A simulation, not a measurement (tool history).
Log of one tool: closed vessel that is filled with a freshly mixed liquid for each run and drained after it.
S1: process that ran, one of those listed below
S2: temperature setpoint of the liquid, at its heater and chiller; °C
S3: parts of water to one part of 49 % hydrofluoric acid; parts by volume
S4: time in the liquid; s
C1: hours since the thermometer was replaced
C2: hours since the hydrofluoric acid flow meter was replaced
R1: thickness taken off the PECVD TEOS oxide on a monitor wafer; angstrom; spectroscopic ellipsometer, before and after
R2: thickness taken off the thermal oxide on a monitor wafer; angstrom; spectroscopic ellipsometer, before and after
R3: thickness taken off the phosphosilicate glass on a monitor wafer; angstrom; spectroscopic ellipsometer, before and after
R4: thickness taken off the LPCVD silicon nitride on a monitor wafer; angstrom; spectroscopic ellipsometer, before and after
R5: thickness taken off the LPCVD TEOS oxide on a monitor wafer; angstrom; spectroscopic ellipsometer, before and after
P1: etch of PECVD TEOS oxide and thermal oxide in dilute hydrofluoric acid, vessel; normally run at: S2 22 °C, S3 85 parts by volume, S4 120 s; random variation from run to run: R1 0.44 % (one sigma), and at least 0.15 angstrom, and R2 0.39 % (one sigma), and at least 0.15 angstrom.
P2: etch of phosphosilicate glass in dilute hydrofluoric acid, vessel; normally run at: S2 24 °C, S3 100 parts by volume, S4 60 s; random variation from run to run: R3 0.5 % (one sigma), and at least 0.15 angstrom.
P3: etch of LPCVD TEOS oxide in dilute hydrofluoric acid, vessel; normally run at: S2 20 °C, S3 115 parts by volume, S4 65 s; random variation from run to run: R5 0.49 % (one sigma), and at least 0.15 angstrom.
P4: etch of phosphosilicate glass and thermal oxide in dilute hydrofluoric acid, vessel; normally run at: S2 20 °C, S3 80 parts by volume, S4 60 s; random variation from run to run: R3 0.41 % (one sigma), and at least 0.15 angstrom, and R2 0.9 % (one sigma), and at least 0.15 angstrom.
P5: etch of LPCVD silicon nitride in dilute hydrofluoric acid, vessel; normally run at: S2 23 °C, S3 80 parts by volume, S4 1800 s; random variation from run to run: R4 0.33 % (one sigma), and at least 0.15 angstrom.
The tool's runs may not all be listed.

run  hour  S1  S2   S3    S4     C1     C2      R1      R2      R3      R4      R5
  1   3.3  P1  22   85   120  839.5  604.3  207.26  65.356
  2   8.1  P1  22   85   120  844.3  609.1  208.33  65.417
  3  10.4  P1  22   85   120  846.6  611.4   205.2  65.663
  4  13.7  P2  29  100    60  849.9  614.7                  638.52
  5  16.3  P5  29   80  1800  852.5  617.3                          183.52
     19.1  -- thermometer replaced
  6  20.8  P3  20  115    65    1.7  621.8                                  159.71
  7  25.6  P1  30   85   120    6.5  626.6  282.59  89.758
  8  29.5  P1  22  130   120   10.4  630.5  127.93  40.501
  9  31.7  P1  22   85   120   12.6  632.7  208.57  65.188
 10  34.4  P1  22   85   120   15.3  635.4  207.06  65.902
 11  39.6  P2  24  100    30   20.5  640.6                  260.24
 12    43  P2  24  100    60   23.9    644                  524.68
 13  46.9  P5  23   80   510   27.8  647.9                           34.66
 14  50.8  P1  22   55   120   31.7  651.8  328.73  105.08
 15  55.1  P5  23   80  1800     36  656.1                          123.49
 16  58.3  P1  22   85   225   39.2  659.3   390.7  122.21
 17    61  P1  22   85   120   41.9    662  207.03  65.543
 18  64.2  P5  23   80  1800   45.1  665.2                           124.3
 19  69.3  P4  20   80    30   50.2  670.3          15.751   458.8
 20  71.9  P2  24   35    60   52.8  672.9                  1622.3
 21  76.3  P4  20   80    60   57.2  677.3           30.58  914.01
 22  80.3  P3  20  115   115   61.2  681.3                                  284.03
 23  84.5  P3  24  115    65   65.4  685.5                                  187.19
 24  88.4  P1  30   50   120   69.3  689.4  507.08  160.33
 25  91.5  P1  17   85   120   72.4  692.5  166.33  53.032
 26  95.3  P4  20   20    60   76.2  696.3          131.58  3916.8

Forecast run 27:
 27  98.3  P5  23  115  1800  79.2  699.3               ?

Run 27 gave R4 86.02 angstrom.
